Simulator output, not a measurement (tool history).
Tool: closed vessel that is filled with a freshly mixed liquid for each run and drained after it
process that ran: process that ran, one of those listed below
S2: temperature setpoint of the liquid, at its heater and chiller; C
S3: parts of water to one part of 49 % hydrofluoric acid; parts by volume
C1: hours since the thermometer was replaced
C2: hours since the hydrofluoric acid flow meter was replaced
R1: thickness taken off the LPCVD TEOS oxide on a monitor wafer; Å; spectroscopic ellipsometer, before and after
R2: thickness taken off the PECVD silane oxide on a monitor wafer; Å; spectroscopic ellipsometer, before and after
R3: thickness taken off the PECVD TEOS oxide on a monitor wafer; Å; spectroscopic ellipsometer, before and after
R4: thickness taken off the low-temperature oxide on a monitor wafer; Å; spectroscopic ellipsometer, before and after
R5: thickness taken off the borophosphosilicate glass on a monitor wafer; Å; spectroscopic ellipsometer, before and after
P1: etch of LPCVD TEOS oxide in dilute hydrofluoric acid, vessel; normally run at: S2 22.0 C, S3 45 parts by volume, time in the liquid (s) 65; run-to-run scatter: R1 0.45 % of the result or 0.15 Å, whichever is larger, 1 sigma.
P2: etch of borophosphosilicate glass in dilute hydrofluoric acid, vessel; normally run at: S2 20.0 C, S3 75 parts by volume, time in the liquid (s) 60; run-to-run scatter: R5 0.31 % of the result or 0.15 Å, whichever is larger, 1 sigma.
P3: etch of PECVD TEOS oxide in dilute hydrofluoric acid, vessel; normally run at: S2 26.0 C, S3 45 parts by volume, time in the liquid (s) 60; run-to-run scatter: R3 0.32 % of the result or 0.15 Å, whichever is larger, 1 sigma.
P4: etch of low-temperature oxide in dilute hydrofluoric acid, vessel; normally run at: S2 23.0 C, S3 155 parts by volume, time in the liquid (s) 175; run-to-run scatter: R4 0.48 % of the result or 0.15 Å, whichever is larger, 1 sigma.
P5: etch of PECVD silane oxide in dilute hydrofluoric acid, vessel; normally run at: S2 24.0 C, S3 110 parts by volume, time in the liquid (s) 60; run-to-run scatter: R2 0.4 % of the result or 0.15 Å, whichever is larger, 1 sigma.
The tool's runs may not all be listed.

Run 1, hour 6.3: process that ran P1, S2 22.0 C, S3 45 parts by volume, time in the liquid (s) 65; C1 1836.9; C2 451.4. Result: R1 484.80 Å.
Run 2, hour 13.3: process that ran P1, S2 22.0 C, S3 20 parts by volume, time in the liquid (s) 110; C1 1843.9; C2 458.4. Result: R1 1891.40 Å.
Run 3, hour 18.3: process that ran P5, S2 24.0 C, S3 50 parts by volume, time in the liquid (s) 60; C1 1848.9; C2 463.4. Result: R2 483.11 Å.
Run 4, hour 25.3: process that ran P3, S2 26.0 C, S3 45 parts by volume, time in the liquid (s) 110; C1 1855.9; C2 470.4. Result: R3 800.10 Å.
Run 5, hour 30.0: process that ran P1, S2 22.0 C, S3 45 parts by volume, time in the liquid (s) 65; C1 1860.6; C2 475.1. Result: R1 481.54 Å.
Run 6, hour 38.2: process that ran P1, S2 22.0 C, S3 45 parts by volume, time in the liquid (s) 65; C1 1868.8; C2 483.3. Result: R1 480.14 Å.
Run 7, hour 44.6: process that ran P3, S2 26.0 C, S3 45 parts by volume, time in the liquid (s) 60; C1 1875.2; C2 489.7. Result: R3 438.30 Å.
Run 8, hour 51.5: process that ran P4, S2 23.0 C, S3 245 parts by volume, time in the liquid (s) 175; C1 1882.1; C2 496.6. Result: R4 109.29 Å.
Run 9, hour 59.7: process that ran P2, S2 20.0 C, S3 75 parts by volume, time in the liquid (s) 110; C1 1890.3; C2 504.8. Result: R5 650.09 Å.
Run 10, hour 63.6: process that ran P4, S2 31.5 C, S3 155 parts by volume, time in the liquid (s) 175; C1 1894.2; C2 508.7. Result: R4 258.83 Å.
Run 11, hour 70.7: process that ran P1, S2 22.0 C, S3 45 parts by volume, time in the liquid (s) 105; C1 1901.3; C2 515.8. Result: R1 781.15 Å.
Run 12, hour 74.8: process that ran P5, S2 18.0 C, S3 110 parts by volume, time in the liquid (s) 60; C1 1905.4; C2 519.9. Result: R2 159.55 Å.
Run 13, hour 80.9: process that ran P1, S2 22.0 C, S3 20 parts by volume, time in the liquid (s) 65; C1 1911.5; C2 526.0. Result: R1 1116.10 Å.
Run 14, hour 84.9: process that ran P1, S2 17.5 C, S3 20 parts by volume, time in the liquid (s) 65; C1 1915.5; C2 530.0. Result: R1 923.80 Å.
Run 15, hour 90.3: process that ran P4, S2 23.0 C, S3 155 parts by volume, time in the liquid (s) 100; C1 1920.9; C2 535.4. Result: R4 108.25 Å.
Run 16, hour 97.2: process that ran P3, S2 26.0 C, S3 70 parts by volume, time in the liquid (s) 60; C1 1927.8; C2 542.3. Result: R3 270.78 Å.
Run 17, hour 104.8: process that ran P1, S2 17.0 C, S3 45 parts by volume, time in the liquid (s) 65; C1 1935.4; C2 549.9. Result: R1 389.26 Å.
Run 18, hour 110.3: process that ran P1, S2 26.5 C, S3 75 parts by volume, time in the liquid (s) 65; C1 1940.9; C2 555.4. Result: R1 332.92 Å.
Run 19, hour 115.1: process that ran P2, S2 20.0 C, S3 75 parts by volume, time in the liquid (s) 60; C1 1945.7; C2 560.2. Result: R5 354.26 Å.
Run 20, hour 122.1: process that ran P2, S2 20.0 C, S3 40 parts by volume, time in the liquid (s) 60; C1 1952.7; C2 567.2. Result: R5 693.77 Å.
Run 21, hour 128.0: process that ran P2, S2 28.5 C, S3 75 parts by volume, time in the liquid (s) 60; C1 1958.6; C2 573.1. Result: R5 497.31 Å.
Run 22, hour 133.9: process that ran P5, S2 24.0 C, S3 110 parts by volume, time in the liquid (s) 30; C1 1964.5; C2 579.0. Result: R2 101.89 Å.
Run 23, hour 141.0: process that ran P1, S2 27.0 C, S3 45 parts by volume, time in the liquid (s) 65; C1 1971.6; C2 586.1. Result: R1 593.30 Å.
Run 24, hour 145.4: process that ran P4, S2 23.0 C, S3 155 parts by volume, time in the liquid (s) 175; C1 1976.0; C2 590.5. Result: R4 189.39 Å.
Run 25, hour 153.3: process that ran P1, S2 22.0 C, S3 45 parts by volume, time in the liquid (s) 35; C1 1983.9; C2 598.4. Result: R1 261.18 Å.
Run 26, hour 158.3: process that ran P5, S2 24.0 C, S3 110 parts by volume, time in the liquid (s) 60; C1 1988.9; C2 603.4. Result: R2 203.82 Å.
Run 27, hour 162.7: process that ran P1, S2 22.0 C, S3 45 parts by volume, time in the liquid (s) 65; C1 1993.3; C2 607.8. Result: R1 485.63 Å.
Run 28, hour 166.4: process that ran P3, S2 17.5 C, S3 45 parts by volume, time in the liquid (s) 60; C1 1997.0; C2 611.5. Result: R3 306.17 Å.
Run 29, hour 170.5: process that ran P3, S2 26.0 C, S3 45 parts by volume, time in the liquid (s) 60; C1 2001.1; C2 615.6. Result: R3 438.00 Å.
Run 30, hour 176.4: process that ran P1, S2 22.0 C, S3 65 parts by volume, time in the liquid (s) 65; C1 2007.0; C2 621.5. Result: R1 326.89 Å.
Run 31, hour 183.6: process that ran P1, S2 22.0 C, S3 45 parts by volume, time in the liquid (s) 65; C1 2014.2; C2 628.7. Result: R1 482.99 Å.
Run 32, hour 187.4: process that ran P1, S2 22.0 C, S3 45 parts by volume, time in the liquid (s) 65; C1 2018.0; C2 632.5. Result: R1 469.22 Å.

The next listed run, before its measurement:
Run 33, hour 192.0: process that ran P1, S2 22.0 C, S3 45 parts by volume, time in the liquid (s) 65; C1 2022.6; C2 637.1. Result: R1 ?.

R1: 453.27 Å
